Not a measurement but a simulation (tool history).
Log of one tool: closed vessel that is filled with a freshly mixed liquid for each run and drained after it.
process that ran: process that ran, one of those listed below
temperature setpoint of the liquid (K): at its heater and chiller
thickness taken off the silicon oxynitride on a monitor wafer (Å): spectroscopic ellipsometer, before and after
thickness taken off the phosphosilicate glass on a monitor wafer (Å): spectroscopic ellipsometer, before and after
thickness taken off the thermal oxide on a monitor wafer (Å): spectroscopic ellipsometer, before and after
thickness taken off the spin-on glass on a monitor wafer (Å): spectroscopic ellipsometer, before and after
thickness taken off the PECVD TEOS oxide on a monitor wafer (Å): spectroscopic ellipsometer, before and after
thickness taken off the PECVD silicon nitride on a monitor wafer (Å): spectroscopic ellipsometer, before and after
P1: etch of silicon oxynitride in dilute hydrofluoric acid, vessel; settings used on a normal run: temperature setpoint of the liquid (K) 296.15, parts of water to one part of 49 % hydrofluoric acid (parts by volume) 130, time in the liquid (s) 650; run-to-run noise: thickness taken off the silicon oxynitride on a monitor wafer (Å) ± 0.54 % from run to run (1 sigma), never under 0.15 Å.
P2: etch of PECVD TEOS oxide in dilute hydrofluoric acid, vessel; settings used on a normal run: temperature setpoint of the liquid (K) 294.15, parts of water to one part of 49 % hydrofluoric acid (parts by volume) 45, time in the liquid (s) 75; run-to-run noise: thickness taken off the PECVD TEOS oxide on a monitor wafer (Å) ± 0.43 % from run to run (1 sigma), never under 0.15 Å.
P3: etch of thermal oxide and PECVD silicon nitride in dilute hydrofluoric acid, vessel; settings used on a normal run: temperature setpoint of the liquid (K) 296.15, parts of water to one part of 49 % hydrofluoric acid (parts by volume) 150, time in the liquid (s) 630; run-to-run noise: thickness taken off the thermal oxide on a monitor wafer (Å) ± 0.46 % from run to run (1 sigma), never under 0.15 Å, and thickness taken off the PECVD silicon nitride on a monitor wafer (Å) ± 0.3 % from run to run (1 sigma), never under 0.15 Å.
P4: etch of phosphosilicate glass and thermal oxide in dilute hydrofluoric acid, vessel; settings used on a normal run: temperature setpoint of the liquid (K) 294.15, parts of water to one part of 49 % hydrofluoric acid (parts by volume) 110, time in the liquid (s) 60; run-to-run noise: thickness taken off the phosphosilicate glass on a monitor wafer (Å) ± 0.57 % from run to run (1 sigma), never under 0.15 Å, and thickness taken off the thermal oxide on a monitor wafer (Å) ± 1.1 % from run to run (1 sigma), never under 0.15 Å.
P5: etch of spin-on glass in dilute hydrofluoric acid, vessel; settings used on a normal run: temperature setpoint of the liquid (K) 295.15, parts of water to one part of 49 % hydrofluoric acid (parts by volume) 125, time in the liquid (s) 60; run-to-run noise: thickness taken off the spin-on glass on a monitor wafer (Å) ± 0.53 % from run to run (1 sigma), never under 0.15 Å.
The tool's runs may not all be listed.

| run | hour | process that ran | temperature setpoint of the liquid (K) | parts of water to one part of 49 % hydrofluoric acid (parts by volume) | time in the liquid (s) | hours since the thermometer was replaced | hours since the hydrofluoric acid flow meter was replaced | thickness taken off the silicon oxynitride on a monitor wafer (Å) | thickness taken off the phosphosilicate glass on a monitor wafer (Å) | thickness taken off the thermal oxide on a monitor wafer (Å) | thickness taken off the spin-on glass on a monitor wafer (Å) | thickness taken off the PECVD TEOS oxide on a monitor wafer (Å) | thickness taken off the PECVD silicon nitride on a monitor wafer (Å) |
|---|---|---|---|---|---|---|---|---|---|---|---|---|---|
| 1 | 6.8 | P1 | 296.15 | 130 | 650 | 531.9 | 505.7 | 206.84 |  |  |  |  |  |
| 2 | 14 | P4 | 290.15 | 110 | 60 | 539.1 | 512.9 |  | 439.61 | 19.407 |  |  |  |
| 3 | 18.5 | P4 | 294.15 | 110 | 60 | 543.6 | 517.4 |  | 523.25 | 22.299 |  |  |  |
| 4 | 26.2 | P4 | 294.15 | 110 | 60 | 551.3 | 525.1 |  | 519.55 | 23.205 |  |  |  |
| 5 | 35.8 | P1 | 296.15 | 210 | 1035 | 560.9 | 534.7 | 191.51 |  |  |  |  |  |
| 6 | 42.5 | P5 | 295.15 | 25 | 60 | 567.6 | 541.4 |  |  |  | 835.8 |  |  |
| 7 | 50.6 | P2 | 294.15 | 45 | 75 | 575.7 | 549.5 |  |  |  |  | 436.69 |  |
| 8 | 55.6 | P3 | 296.15 | 260 | 630 | 580.7 | 554.5 |  |  | 88.32 |  |  | 112.24 |
| 9 | 61.1 | P1 | 304.65 | 130 | 650 | 586.2 | 560 | 306.68 |  |  |  |  |  |
| 10 | 65.5 | P1 | 296.15 | 55 | 650 | 590.6 | 564.4 | 523.7 |  |  |  |  |  |
| 11 | 70.6 | P3 | 296.15 | 150 | 630 | 595.7 | 569.5 |  |  | 171.99 |  |  | 192.48 |
| 12 | 79.2 | P1 | 296.15 | 130 | 650 | 604.3 | 578.1 | 209.09 |  |  |  |  |  |
| 13 | 85.5 | P1 | 290.65 | 45 | 650 | 610.6 | 584.4 | 487.27 |  |  |  |  |  |
| 14 | 92.4 | P4 | 294.15 | 110 | 115 | 617.5 | 591.3 |  | 996.29 | 43.735 |  |  |  |
| 15 | 100.3 | P1 | 296.15 | 130 | 650 | 625.4 | 599.2 | 208.68 |  |  |  |  |  |
| 16 | 109.3 | P1 | 291.15 | 130 | 650 | 634.4 | 608.2 | 164.3 |  |  |  |  |  |
| 17 | 115.6 | P1 | 296.15 | 130 | 650 | 640.7 | 614.5 | 208.6 |  |  |  |  |  |
| 18 | 122.4 | P4 | 294.15 | 160 | 60 | 647.5 | 621.3 |  | 339.77 | 15.264 |  |  |  |
| 19 | 130.2 | P2 | 298.65 | 45 | 75 | 655.3 | 629.1 |  |  |  |  | 524.38 |  |
| 20 | 137.7 | P2 | 294.15 | 45 | 125 | 662.8 | 636.6 |  |  |  |  | 720.92 |  |
| 21 | 147.3 | P3 | 296.15 | 150 | 350 | 672.4 | 646.2 |  |  | 94.977 |  |  | 106.67 |
| 22 | 152 | P1 | 296.15 | 130 | 650 | 677.1 | 650.9 | 205.58 |  |  |  |  |  |
| 23 | 161.7 | P5 | 301.65 | 125 | 60 | 686.8 | 660.6 |  |  |  | 190.92 |  |  |
| 24 | 168 | P2 | 294.15 | 20 | 75 | 693.1 | 666.9 |  |  |  |  | 1007.9 |  |
| 25 | 176.5 | P3 | 304.15 | 150 | 630 | 701.6 | 675.4 |  |  | 228.78 |  |  | 318.42 |
|  | 180.1 | hydrofluoric acid flow meter replaced |
| 26 | 182.9 | P1 | 296.15 | 130 | 1075 | 708 | 2.9 | 343.47 |  |  |  |  |  |
| 27 | 192.7 | P1 | 296.15 | 130 | 360 | 717.8 | 12.7 | 115.5 |  |  |  |  |  |
| 28 | 201.3 | P1 | 296.15 | 130 | 650 | 726.4 | 21.3 | 208.5 |  |  |  |  |  |
| 29 | 206.5 | P1 | 296.15 | 220 | 650 | 731.6 | 26.5 | 114.49 |  |  |  |  |  |
| 30 | 213.8 | P5 | 295.15 | 125 | 105 | 738.9 | 33.8 |  |  |  | 259.05 |  |  |
| 31 | 223.5 | P1 | 296.15 | 130 | 650 | 748.6 | 43.5 | 205.66 |  |  |  |  |  |
| 32 | 233.3 | P3 | 296.15 | 150 | 630 | 758.4 | 53.3 |  |  | 169.89 |  |  | 192.99 |
| 33 | 242.6 | P5 | 295.15 | 125 | 60 | 767.7 | 62.6 |  |  |  | 147.67 |  |  |
| 34 | 248.5 | P1 | 296.15 | 130 | 650 | 773.6 | 68.5 | 208.74 |  |  |  |  |  |
| 35 | 257.6 | P1 | 296.15 | 130 | 650 | 782.7 | 77.6 | 200.31 |  |  |  |  |  |
| 36 | 263.7 | P1 | 296.15 | 130 | 650 | 788.8 | 83.7 | 199.08 |  |  |  |  |  |
| 37 | 273.6 | P1 | 296.15 | 130 | 650 | 798.7 | 93.6 | 196.43 |  |  |  |  |  |
| 38 | 280.1 | P1 | 296.15 | 130 | 650 | 805.2 | 100.1 | 193.71 |  |  |  |  |  |
| 39 | 287.9 | P1 | 296.15 | 130 | 650 | 813 | 107.9 | 192.93 |  |  |  |  |  |
| 40 | 295.3 | P1 | 296.15 | 130 | 650 | 820.4 | 115.3 | 192.98 |  |  |  |  |  |
| 41 | 304.9 | P1 | 296.15 | 130 | 650 | 830 | 124.9 | 193.48 |  |  |  |  |  |

Compared with where it was, what P1 gives has crept away. Each cause listed below fits the log as well as the rest, at the size given for it:
A: liquid colder than its thermometer reads (K) = 1.58
B: hydrofluoric acid flow below the setpoint (%) = 6.5
The process output started creeping at around hour 248.5.

Consider the 4 single-wafer check runs listed below, results given as question marks: which one distinguishes between the causes by giving clearly different results for each?
| check 1 | 314.5 | P5 | 299.15 | 45 | 60 |  |  |  |  |  | ? |  |  |
| check 2 | 314.5 | P3 | 303.15 | 220 | 630 |  |  |  |  | ? |  |  | ? |
| check 3 | 314.5 | P4 | 291.15 | 110 | 85 |  |  |  | ? | ? |  |  |  |
| check 4 | 314.5 | P2 | 294.15 | 25 | 120 |  |  |  |  |  |  | ? |  |

Outcome of each check run for each possible cause:
| check | result | if A | if B |
|---|---|---|---|
| check 1 | thickness taken off the spin-on glass on a monitor wafer (Å) | 501.47 | 498 |
| check 2 | thickness taken off the thermal oxide on a monitor wafer (Å) | 131.2 | 127.18 |
| check 2 | thickness taken off the PECVD silicon nitride on a monitor wafer (Å) | 184.51 | 189.31 |
| check 3 | thickness taken off the phosphosilicate glass on a monitor wafer (Å) | 607.56 | 602.08 |
| check 3 | thickness taken off the thermal oxide on a monitor wafer (Å) | 26.768 | 26.526 |
| check 4 | thickness taken off the PECVD TEOS oxide on a monitor wafer (Å) | 1198.2 | 1196.8 |
Distance between the nearest two causes, measured in the result of the check that separates them most: check 1 0.7 %; check 2 3.11 %; check 3 0.91 %; check 4 0.12 %
Of the check runs offered, only check 2 discriminates between the causes; the rest would read about the same regardless of which cause applies.

Check 2 was carried out, with these results: thickness taken off the thermal oxide on a monitor wafer (Å) 127.29; thickness taken off the PECVD silicon nitride on a monitor wafer (Å) 189.47. Which of the listed causes is responsible?

It was cause B: hydrofluoric acid flow below the setpoint (%).
